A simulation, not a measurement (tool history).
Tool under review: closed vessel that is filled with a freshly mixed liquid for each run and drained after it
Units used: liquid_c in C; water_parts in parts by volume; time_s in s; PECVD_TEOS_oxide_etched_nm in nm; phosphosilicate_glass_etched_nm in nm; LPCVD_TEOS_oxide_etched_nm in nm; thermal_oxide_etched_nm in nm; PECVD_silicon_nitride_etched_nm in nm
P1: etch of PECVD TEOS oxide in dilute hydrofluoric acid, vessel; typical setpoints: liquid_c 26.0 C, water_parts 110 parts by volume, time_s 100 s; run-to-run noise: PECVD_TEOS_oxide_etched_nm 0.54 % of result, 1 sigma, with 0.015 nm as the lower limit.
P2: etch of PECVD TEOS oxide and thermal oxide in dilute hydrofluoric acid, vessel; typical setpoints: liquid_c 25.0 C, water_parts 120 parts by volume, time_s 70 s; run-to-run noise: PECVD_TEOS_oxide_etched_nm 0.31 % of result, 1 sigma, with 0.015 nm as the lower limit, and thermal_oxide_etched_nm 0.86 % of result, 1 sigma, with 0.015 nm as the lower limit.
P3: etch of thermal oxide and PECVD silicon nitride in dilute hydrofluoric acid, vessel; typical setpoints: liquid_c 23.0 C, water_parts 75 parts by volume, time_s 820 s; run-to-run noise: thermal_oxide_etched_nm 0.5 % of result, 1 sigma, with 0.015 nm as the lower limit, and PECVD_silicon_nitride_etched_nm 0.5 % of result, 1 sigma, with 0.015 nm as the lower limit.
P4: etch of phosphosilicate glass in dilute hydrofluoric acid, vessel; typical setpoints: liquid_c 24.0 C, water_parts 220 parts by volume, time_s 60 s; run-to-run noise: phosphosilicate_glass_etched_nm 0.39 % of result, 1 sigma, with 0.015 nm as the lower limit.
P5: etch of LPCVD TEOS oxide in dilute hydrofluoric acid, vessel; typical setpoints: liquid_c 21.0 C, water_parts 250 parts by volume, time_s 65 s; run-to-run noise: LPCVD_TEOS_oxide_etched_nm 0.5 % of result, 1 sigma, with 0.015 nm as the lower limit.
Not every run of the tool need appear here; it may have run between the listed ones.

run     day  process  liquid_c  water_parts  time_s  hours since the thermometer was replaced  hours since the hydrofluoric acid flow meter was replaced  PECVD_TEOS_oxide_etched_nm  phosphosilicate_glass_etched_nm  LPCVD_TEOS_oxide_etched_nm  thermal_oxide_etched_nm  PECVD_silicon_nitride_etched_nm
  1   0.271       P1      26.0          110     100                                    1130.7                                                      355.7                     14.7460
  2   0.600       P1      32.5          110     100                                    1138.6                                                      363.6                     18.7440
  3   0.900       P1      26.0          180     100                                    1145.8                                                      370.8                      8.2299
  4   1.258       P1      26.0          110     100                                    1154.4                                                      379.4                     14.6050
  5   1.658       P4      24.0          220      60                                    1164.0                                                      389.0                                                       35.059
  6   2.183       P5      17.0          250      65                                    1176.6                                                      401.6                                                                                   3.7799
  7   2.475       P2      25.0          120      70                                    1183.6                                                      408.6                      6.9286                                                                                2.7651
  8   2.733       P5      21.0          455      65                                    1189.8                                                      414.8                                                                                   1.9833
  9   3.238       P4      24.0          220      60                                    1201.9                                                      426.9                                                       34.941
 10   3.588       P1      26.0          110     100                                    1210.3                                                      435.3                     14.7630
 11   4.050       P1      26.0          110      45                                    1221.4                                                      446.4                      6.5553
 12   4.467       P5      21.0          250      65                                    1231.4                                                      456.4                                                                                   4.4162
 13   4.892       P1      19.0          110     100                                    1241.6                                                      466.6                     11.0940
 14   5.442       P3      23.0           75      30                                    1254.8                                                      479.8                                                                                                            1.8277                           1.7565
 15   5.904       P4      24.0          220     105                                    1265.9                                                      490.9                                                       61.337
 16   6.417       P1      26.0          150      35                                    1278.2                                                      503.2                      3.5818
 17   6.962       P3      23.0           75     820                                    1291.3                                                      516.3                                                                                                           49.3810                          48.2140
 18   7.375       P1      26.0          110     100                                    1301.2                                                      526.2                     14.6840
 19   7.688       P2      33.0          120      70                                    1308.7                                                      533.7                      9.3258                                                                                3.7700
 20   8.167       P4      24.0          125      60                                    1320.2                                                      545.2                                                       68.229
 21   8.417       P2      25.0          210      70                                    1326.2                                                      551.2                      3.5828                                                                                1.3987
 22   8.838       P1      26.0          110     100                                    1336.3                                                      561.3                     14.5460
 23   9.354       P5      21.0          250      30                                    1348.7                                                      573.7                                                                                   2.0718
      9.412  -- hydrofluoric acid flow meter replaced
 24   9.646       P1      26.0          110     100                                    1355.7                                                        5.7                     14.6880
 25  10.175       P3      23.0          105     820                                    1368.4                                                       18.4                                                                                                           34.1340                          34.7710
 26  10.704       P1      26.0           25     100                                    1381.1                                                       31.1                     72.7840
 27  11.221       P4      17.0          220      60                                    1393.5                                                       43.5                                                       26.987
 28  11.462       P3      30.0           75     820                                    1399.3                                                       49.3                                                                                                           65.6840                          76.2380
 29  11.954       P1      26.0          110     160                                    1411.1                                                       61.1                     23.6110
 30  12.350       P2      25.0          120      30                                    1420.6                                                       70.6                      2.9686                                                                                1.1750
 31  12.862       P1      26.0          110     100                                    1432.9                                                       82.9                     14.6790
 32  13.308       P1      26.0          110     100                                    1443.6                                                       93.6                     15.0480
 33  13.792       P1      26.0          110     100                                    1455.2                                                      105.2                     15.3890
 34  14.104       P1      26.0          110     100                                    1462.7                                                      112.7                     15.2940
 35  14.662       P1      26.0          110     100                                    1476.1                                                      126.1                     15.4910
 36  14.950       P1      26.0          110     100                                    1483.0                                                      133.0                     15.3360
 37  15.250       P1      26.0          110     100                                    1490.2                                                      140.2                     15.6090
 38  15.542       P1      26.0          110     100                                    1497.2                                                      147.2                     15.5020
 39  15.996       P1      26.0          110     100                                    1508.1                                                      158.1                     15.5990
 40  16.421       P1      26.0          110     100                                    1518.3                                                      168.3                     15.6320

Predict the results of run 41:
 41  16.933       P1      26.0          110     100                                    1530.6                                                      180.6                           ?

{"run 41": {"PECVD_TEOS_oxide_etched_nm": 15.736}}

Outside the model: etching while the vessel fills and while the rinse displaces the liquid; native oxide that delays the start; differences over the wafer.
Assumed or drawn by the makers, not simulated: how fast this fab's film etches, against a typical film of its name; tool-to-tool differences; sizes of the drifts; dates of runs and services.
